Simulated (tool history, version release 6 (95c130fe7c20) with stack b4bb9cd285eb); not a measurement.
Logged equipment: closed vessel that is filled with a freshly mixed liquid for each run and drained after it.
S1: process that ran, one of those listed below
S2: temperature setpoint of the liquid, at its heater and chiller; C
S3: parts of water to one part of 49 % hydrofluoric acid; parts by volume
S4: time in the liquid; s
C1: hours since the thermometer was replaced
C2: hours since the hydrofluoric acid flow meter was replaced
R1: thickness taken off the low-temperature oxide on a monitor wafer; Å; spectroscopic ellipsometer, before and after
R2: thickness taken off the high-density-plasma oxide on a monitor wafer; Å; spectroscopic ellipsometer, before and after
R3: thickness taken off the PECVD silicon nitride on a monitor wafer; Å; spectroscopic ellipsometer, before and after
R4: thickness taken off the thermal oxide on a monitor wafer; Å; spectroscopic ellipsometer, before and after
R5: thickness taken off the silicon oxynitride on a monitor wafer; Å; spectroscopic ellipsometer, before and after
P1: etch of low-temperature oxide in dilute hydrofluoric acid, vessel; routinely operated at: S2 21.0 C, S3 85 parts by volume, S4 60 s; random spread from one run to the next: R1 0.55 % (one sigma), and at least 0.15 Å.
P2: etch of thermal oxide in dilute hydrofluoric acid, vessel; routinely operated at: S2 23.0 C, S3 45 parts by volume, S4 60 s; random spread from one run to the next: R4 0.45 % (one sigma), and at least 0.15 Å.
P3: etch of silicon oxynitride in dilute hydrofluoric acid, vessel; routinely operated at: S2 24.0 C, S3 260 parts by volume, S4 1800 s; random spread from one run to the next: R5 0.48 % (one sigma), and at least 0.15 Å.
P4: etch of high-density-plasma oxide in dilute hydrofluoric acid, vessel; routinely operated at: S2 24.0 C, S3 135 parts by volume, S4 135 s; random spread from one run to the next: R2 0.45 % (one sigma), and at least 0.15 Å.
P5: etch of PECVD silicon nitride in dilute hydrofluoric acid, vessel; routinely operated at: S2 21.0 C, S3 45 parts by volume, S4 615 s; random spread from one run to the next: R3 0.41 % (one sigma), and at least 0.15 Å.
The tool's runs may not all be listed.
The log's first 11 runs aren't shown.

| run | hour | S1 | S2 | S3 | S4 | C1 | C2 | R1 | R2 | R3 | R4 | R5 |
|---|---|---|---|---|---|---|---|---|---|---|---|---|
| 12 | 53.7 | P3 | 19.0 | 260 | 1800 | 481.6 | 1200.1 |  |  |  |  | 69.7710 |
| 13 | 58.7 | P1 | 21.0 | 85 | 100 | 486.6 | 1205.1 | 234.670 |  |  |  |  |
| 14 | 62.9 | P4 | 24.0 | 135 | 135 | 490.8 | 1209.3 |  | 49.044 |  |  |  |
| 15 | 68.0 | P2 | 23.0 | 45 | 60 | 495.9 | 1214.4 |  |  |  | 60.928 |  |
| 16 | 72.1 | P1 | 21.0 | 85 | 60 | 500.0 | 1218.5 | 143.420 |  |  |  |  |
| 17 | 76.2 | P1 | 21.0 | 145 | 110 | 504.1 | 1222.6 | 143.050 |  |  |  |  |
| 18 | 81.7 | P2 | 23.0 | 45 | 115 | 509.6 | 1228.1 |  |  |  | 118.910 |  |
| 19 | 84.8 | P1 | 25.0 | 85 | 60 | 512.7 | 1231.2 | 167.440 |  |  |  |  |
| 20 | 87.9 | P4 | 32.0 | 135 | 135 | 515.8 | 1234.3 |  | 65.838 |  |  |  |
| 21 | 93.0 | P3 | 24.0 | 260 | 30 | 520.9 | 1239.4 |  |  |  |  | 1.5381 |
| 22 | 98.8 | P5 | 21.0 | 45 | 615 | 526.7 | 1245.2 |  |  | 515.76 |  |  |
| 23 | 103.9 | P1 | 21.0 | 150 | 60 | 531.8 | 1250.3 | 75.008 |  |  |  |  |
| 24 | 108.8 | P1 | 17.0 | 85 | 60 | 536.7 | 1255.2 | 119.140 |  |  |  |  |
| 25 | 112.1 | P1 | 21.0 | 50 | 60 | 540.0 | 1258.5 | 252.680 |  |  |  |  |
| 26 | 117.4 | P5 | 21.0 | 45 | 615 | 545.3 | 1263.8 |  |  | 516.90 |  |  |
| 27 | 122.6 | P2 | 23.0 | 45 | 60 | 550.5 | 1269.0 |  |  |  | 61.836 |  |
| 28 | 127.2 | P1 | 21.0 | 85 | 30 | 555.1 | 1273.6 | 71.458 |  |  |  |  |
| 29 | 131.2 | P3 | 24.0 | 260 | 1800 | 559.1 | 1277.6 |  |  |  |  | 86.0100 |
| 30 | 135.8 | P1 | 21.0 | 85 | 60 | 563.7 | 1282.2 | 141.810 |  |  |  |  |
| 31 | 138.5 | P5 | 21.0 | 25 | 615 | 566.4 | 1284.9 |  |  | 909.80 |  |  |
| 32 | 142.2 | P1 | 21.0 | 85 | 60 | 570.1 | 1288.6 | 143.180 |  |  |  |  |

Run 33 is up next; what results do you expect?
| 33 | 146.5 | P1 | 21.0 | 85 | 60 | 574.4 | 1292.9 | ? |  |  |  |  |

Logged for run 33: R1 138.890 Å.
